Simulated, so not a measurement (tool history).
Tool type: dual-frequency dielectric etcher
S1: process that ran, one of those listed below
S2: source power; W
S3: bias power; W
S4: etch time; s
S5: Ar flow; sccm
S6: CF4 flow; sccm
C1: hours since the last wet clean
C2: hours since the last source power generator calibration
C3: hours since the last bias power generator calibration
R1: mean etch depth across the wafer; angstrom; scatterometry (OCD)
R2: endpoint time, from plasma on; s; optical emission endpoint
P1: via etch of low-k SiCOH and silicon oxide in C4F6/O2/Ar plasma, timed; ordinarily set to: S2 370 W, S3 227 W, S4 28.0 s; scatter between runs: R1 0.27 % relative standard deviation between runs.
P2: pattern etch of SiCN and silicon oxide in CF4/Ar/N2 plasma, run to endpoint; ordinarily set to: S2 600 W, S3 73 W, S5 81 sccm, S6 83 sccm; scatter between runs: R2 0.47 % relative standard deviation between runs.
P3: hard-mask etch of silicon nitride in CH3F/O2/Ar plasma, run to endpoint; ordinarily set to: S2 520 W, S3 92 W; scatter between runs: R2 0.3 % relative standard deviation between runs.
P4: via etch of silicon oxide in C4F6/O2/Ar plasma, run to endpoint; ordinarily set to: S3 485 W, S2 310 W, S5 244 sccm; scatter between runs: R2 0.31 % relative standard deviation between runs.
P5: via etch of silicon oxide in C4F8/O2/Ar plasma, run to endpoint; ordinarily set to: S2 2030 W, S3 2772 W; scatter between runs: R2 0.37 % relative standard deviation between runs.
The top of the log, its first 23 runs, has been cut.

| run | hour | S1 | S2 | S3 | S4 | S5 | S6 | C1 | C2 | C3 | R1 | R2 |
|---|---|---|---|---|---|---|---|---|---|---|---|---|
| 24 | 101.0 | P3 | 520 | 92 |  |  |  | 266.8 | 14.8 | 81.2 |  | 61.462 |
| 25 | 105.2 | P1 | 370 | 166 | 28.0 |  |  | 271.0 | 19.0 | 85.4 | 632.62 |  |
| 26 | 109.8 | P2 | 830 | 73 |  | 81 | 83 | 275.6 | 23.6 | 90.0 |  | 10.236 |
| 27 | 115.2 | P1 | 370 | 227 | 15.5 |  |  | 281.0 | 29.0 | 95.4 | 386.39 |  |
| 28 | 119.2 | P1 | 370 | 227 | 28.0 |  |  | 285.0 | 33.0 | 99.4 | 701.42 |  |
| 29 | 124.5 | P1 | 250 | 291 | 28.0 |  |  | 290.3 | 38.3 | 104.7 | 654.98 |  |
| 30 | 127.9 | P1 | 370 | 227 | 28.0 |  |  | 293.7 | 41.7 | 108.1 | 699.37 |  |
| 31 | 131.6 | P1 | 370 | 227 | 28.0 |  |  | 297.4 | 45.4 | 111.8 | 696.07 |  |
| 32 | 135.0 | P1 | 370 | 227 | 28.0 |  |  | 300.8 | 48.8 | 115.2 | 697.09 |  |
| 33 | 141.2 | P1 | 370 | 227 | 28.0 |  |  | 307.0 | 55.0 | 121.4 | 690.30 |  |
| 34 | 146.2 | P1 | 370 | 227 | 28.0 |  |  | 312.0 | 60.0 | 126.4 | 689.33 |  |
| 35 | 149.0 | P1 | 370 | 227 | 28.0 |  |  | 314.8 | 62.8 | 129.2 | 690.48 |  |
| 36 | 152.7 | P1 | 370 | 227 | 28.0 |  |  | 318.5 | 66.5 | 132.9 | 691.08 |  |
| 37 | 155.7 | P1 | 370 | 227 | 28.0 |  |  | 321.5 | 69.5 | 135.9 | 689.67 |  |

Run 38 has not been measured yet. What should we expect?
| 38 | 161.1 | P1 | 370 | 227 | 28.0 |  |  | 326.9 | 74.9 | 141.3 | ? |  |

{"run 38": {"R1": 690.75}}
